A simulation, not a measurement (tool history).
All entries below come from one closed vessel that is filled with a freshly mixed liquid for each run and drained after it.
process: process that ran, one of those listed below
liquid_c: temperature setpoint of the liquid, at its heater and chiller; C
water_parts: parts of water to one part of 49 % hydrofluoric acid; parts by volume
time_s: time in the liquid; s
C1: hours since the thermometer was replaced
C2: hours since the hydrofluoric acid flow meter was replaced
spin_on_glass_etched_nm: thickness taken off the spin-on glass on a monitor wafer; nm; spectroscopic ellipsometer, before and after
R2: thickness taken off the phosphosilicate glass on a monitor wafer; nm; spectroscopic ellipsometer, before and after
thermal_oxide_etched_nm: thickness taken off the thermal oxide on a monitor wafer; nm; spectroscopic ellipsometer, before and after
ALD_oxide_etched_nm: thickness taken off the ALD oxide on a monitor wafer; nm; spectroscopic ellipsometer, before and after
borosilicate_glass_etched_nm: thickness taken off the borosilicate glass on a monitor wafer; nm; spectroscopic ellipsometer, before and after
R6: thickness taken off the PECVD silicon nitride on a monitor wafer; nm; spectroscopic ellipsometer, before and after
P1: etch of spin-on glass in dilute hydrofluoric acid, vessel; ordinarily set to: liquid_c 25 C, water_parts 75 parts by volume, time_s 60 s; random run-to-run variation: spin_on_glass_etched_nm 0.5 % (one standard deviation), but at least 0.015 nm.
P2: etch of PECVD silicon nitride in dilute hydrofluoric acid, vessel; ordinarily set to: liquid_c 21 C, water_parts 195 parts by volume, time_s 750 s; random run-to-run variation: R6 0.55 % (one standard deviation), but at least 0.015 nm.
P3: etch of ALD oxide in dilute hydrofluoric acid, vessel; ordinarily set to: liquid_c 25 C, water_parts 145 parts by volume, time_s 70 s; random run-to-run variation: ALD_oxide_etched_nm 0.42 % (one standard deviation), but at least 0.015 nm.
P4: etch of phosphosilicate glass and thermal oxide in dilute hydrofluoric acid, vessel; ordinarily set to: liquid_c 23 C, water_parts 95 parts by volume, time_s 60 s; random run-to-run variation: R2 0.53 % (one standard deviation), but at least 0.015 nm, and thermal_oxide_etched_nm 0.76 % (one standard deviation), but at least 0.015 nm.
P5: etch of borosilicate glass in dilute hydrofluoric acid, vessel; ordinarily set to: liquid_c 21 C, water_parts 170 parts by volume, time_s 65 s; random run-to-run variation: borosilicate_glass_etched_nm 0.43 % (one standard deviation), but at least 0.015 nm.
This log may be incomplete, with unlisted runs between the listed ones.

run 1 day=0.350 | process=P1 liquid_c=25 water_parts=75 time_s=60 | C1=400.1 C2=330.7 | spin_on_glass_etched_nm=55.478
run 2 day=0.746 | process=P4 liquid_c=23 water_parts=95 time_s=110 | C1=409.6 C2=340.2 | R2=102.280 thermal_oxide_etched_nm=5.6940
run 3 day=1.333 | process=P3 liquid_c=25 water_parts=145 time_s=70 | C1=423.7 C2=354.3 | ALD_oxide_etched_nm=10.7990
run 4 day=1.871 | process=P1 liquid_c=25 water_parts=75 time_s=115 | C1=436.6 C2=367.2 | spin_on_glass_etched_nm=105.670
run 5 day=2.258 | process=P4 liquid_c=23 water_parts=95 time_s=60 | C1=445.9 C2=376.5 | R2=56.289 thermal_oxide_etched_nm=3.0640
run 6 day=2.671 | process=P5 liquid_c=17 water_parts=170 time_s=65 | C1=455.8 C2=386.4 | borosilicate_glass_etched_nm=8.9923
run 7 day=2.962 | process=P2 liquid_c=21 water_parts=195 time_s=750 | C1=462.8 C2=393.4 | R6=9.8245
run 8 day=3.338 | process=P1 liquid_c=20 water_parts=75 time_s=105 | C1=471.8 C2=402.4 | spin_on_glass_etched_nm=79.048
run 9 day=3.654 | process=P4 liquid_c=23 water_parts=45 time_s=60 | C1=479.4 C2=410.0 | R2=125.650 thermal_oxide_etched_nm=6.9703
run 10 day=3.917 | process=P1 liquid_c=25 water_parts=25 time_s=60 | C1=485.7 C2=416.3 | spin_on_glass_etched_nm=175.560
run 11 day=4.183 | process=P1 liquid_c=31 water_parts=75 time_s=60 | C1=492.1 C2=422.7 | spin_on_glass_etched_nm=69.824
run 12 day=4.667 | process=P1 liquid_c=25 water_parts=75 time_s=60 | C1=503.7 C2=434.3 | spin_on_glass_etched_nm=55.028
run 13 day=5.238 | process=P2 liquid_c=28 water_parts=195 time_s=750 | C1=517.4 C2=448.0 | R6=15.2850
run 14 day=5.675 | process=P4 liquid_c=23 water_parts=95 time_s=60 | C1=527.9 C2=458.5 | R2=55.969 thermal_oxide_etched_nm=3.1118
run 15 day=5.938 | process=P1 liquid_c=25 water_parts=75 time_s=60 | C1=534.2 C2=464.8 | spin_on_glass_etched_nm=55.357
run 16 day=6.371 | process=P2 liquid_c=21 water_parts=295 time_s=750 | C1=544.6 C2=475.2 | R6=6.6106
run 17 day=6.633 | process=P2 liquid_c=21 water_parts=195 time_s=750 | C1=550.9 C2=481.5 | R6=9.9278
run 18 day=7.042 | process=P4 liquid_c=17 water_parts=95 time_s=60 | C1=560.7 C2=491.3 | R2=43.755 thermal_oxide_etched_nm=2.4439
run 19 day=7.354 | process=P1 liquid_c=18 water_parts=35 time_s=60 | C1=568.2 C2=498.8 | spin_on_glass_etched_nm=92.961
run 20 day=7.675 | process=P5 liquid_c=21 water_parts=170 time_s=110 | C1=575.9 C2=506.5 | borosilicate_glass_etched_nm=17.9610
run 21 day=7.983 | process=P1 liquid_c=17 water_parts=75 time_s=60 | C1=583.3 C2=513.9 | spin_on_glass_etched_nm=39.935
run 22 day=8.546 | process=P3 liquid_c=25 water_parts=145 time_s=30 | C1=596.8 C2=527.4 | ALD_oxide_etched_nm=4.6787
run 23 day=8.850 | process=P2 liquid_c=21 water_parts=195 time_s=260 | C1=604.1 C2=534.7 | R6=3.4337
run 24 day=9.388 | process=P1 liquid_c=25 water_parts=140 time_s=60 | C1=617.0 C2=547.6 | spin_on_glass_etched_nm=27.146
run 25 day=9.983 | process=P1 liquid_c=25 water_parts=75 time_s=60 | C1=631.3 C2=561.9 | spin_on_glass_etched_nm=55.042
run 26 day=10.354 | process=P1 liquid_c=25 water_parts=30 time_s=85 | C1=640.2 C2=570.8 | spin_on_glass_etched_nm=207.570
run 27 day=10.946 | process=P3 liquid_c=17 water_parts=145 time_s=70 | C1=654.4 C2=585.0 | ALD_oxide_etched_nm=7.9399
run 28 day=11.512 | process=P1 liquid_c=25 water_parts=75 time_s=30 | C1=668.0 C2=598.6 | spin_on_glass_etched_nm=27.585
run 29 day=12.092 | process=P5 liquid_c=21 water_parts=170 time_s=65 | C1=681.9 C2=612.5 | borosilicate_glass_etched_nm=10.5140
run 30 day=12.404 | process=P5 liquid_c=21 water_parts=305 time_s=65 | C1=689.4 C2=620.0 | borosilicate_glass_etched_nm=5.1922
run 31 day=12.704 | process=P3 liquid_c=25 water_parts=85 time_s=70 | C1=696.6 C2=627.2 | ALD_oxide_etched_nm=19.7420
run 32 day=13.025 | process=P1 liquid_c=25 water_parts=75 time_s=60 | C1=704.3 C2=634.9 | spin_on_glass_etched_nm=55.377
run 33 day=13.421 | process=P1 liquid_c=25 water_parts=75 time_s=60 | C1=713.8 C2=644.4 | spin_on_glass_etched_nm=54.043
run 34 day=13.688 | process=P1 liquid_c=25 water_parts=75 time_s=60 | C1=720.2 C2=650.8 | spin_on_glass_etched_nm=52.510
run 35 day=13.971 | process=P1 liquid_c=25 water_parts=75 time_s=60 | C1=727.0 C2=657.6 | spin_on_glass_etched_nm=52.075
run 36 day=14.358 | process=P1 liquid_c=25 water_parts=75 time_s=60 | C1=736.3 C2=666.9 | spin_on_glass_etched_nm=51.750
run 37 day=14.842 | process=P1 liquid_c=25 water_parts=75 time_s=60 | C1=747.9 C2=678.5 | spin_on_glass_etched_nm=51.521
run 38 day=15.412 | process=P1 liquid_c=25 water_parts=75 time_s=60 | C1=761.6 C2=692.2 | spin_on_glass_etched_nm=51.339
run 39 day=15.721 | process=P1 liquid_c=25 water_parts=75 time_s=60 | C1=769.0 C2=699.6 | spin_on_glass_etched_nm=51.134
run 40 day=16.246 | process=P1 liquid_c=25 water_parts=75 time_s=60 | C1=781.6 C2=712.2 | spin_on_glass_etched_nm=50.886
run 41 day=16.583 | process=P1 liquid_c=25 water_parts=75 time_s=60 | C1=789.7 C2=720.3 | spin_on_glass_etched_nm=51.025

Something has made what P1 gives creep away from where it was; the 2 causes below, each at its own stated size, fit the log equally well:
A: hydrofluoric acid flow below the setpoint (%) = 7.21
B: liquid colder than its thermometer reads (K) = 2.05
The process output started creeping at around day 13.025.

Question marks stand in for the results of the 4 check runs listed below, each run on one wafer. Under which run would the listed causes show clearly different results?
run check 1 day=16.921 | process=P3 liquid_c=20.5 water_parts=145 time_s=70 | ALD_oxide_etched_nm=?
run check 2 day=16.921 | process=P4 liquid_c=19.5 water_parts=95 time_s=60 | R2=? thermal_oxide_etched_nm=?
run check 3 day=16.921 | process=P5 liquid_c=17.0 water_parts=275 time_s=65 | borosilicate_glass_etched_nm=?
run check 4 day=16.921 | process=P2 liquid_c=24.0 water_parts=260 time_s=750 | R6=?

Predicted outcomes, by check and by cause:
check=check_1 result=ALD_oxide_etched_nm if_A=8.3460 if_B=8.3833
check=check_2 result=R2 if_A=44.800 if_B=44.681
check=check_2 result=thermal_oxide_etched_nm if_A=2.4750 if_B=2.4685
check=check_3 result=borosilicate_glass_etched_nm if_A=4.6126 if_B=4.6744
check=check_4 result=R6 if_A=8.4025 if_B=7.9609
Gap, in per cent, between the two causes that each check separates least, read from the result that separates them most: check 1 0.45 %; check 2 0.26 %; check 3 1.33 %; check 4 5.4 %
Check 4 tells the causes apart: in the others they would give nearly the same result.

Check 4 was then run and gave: R6 8.4105 nm. Which cause is it?

Of the candidate causes, it is A: hydrofluoric acid flow below the setpoint (%).

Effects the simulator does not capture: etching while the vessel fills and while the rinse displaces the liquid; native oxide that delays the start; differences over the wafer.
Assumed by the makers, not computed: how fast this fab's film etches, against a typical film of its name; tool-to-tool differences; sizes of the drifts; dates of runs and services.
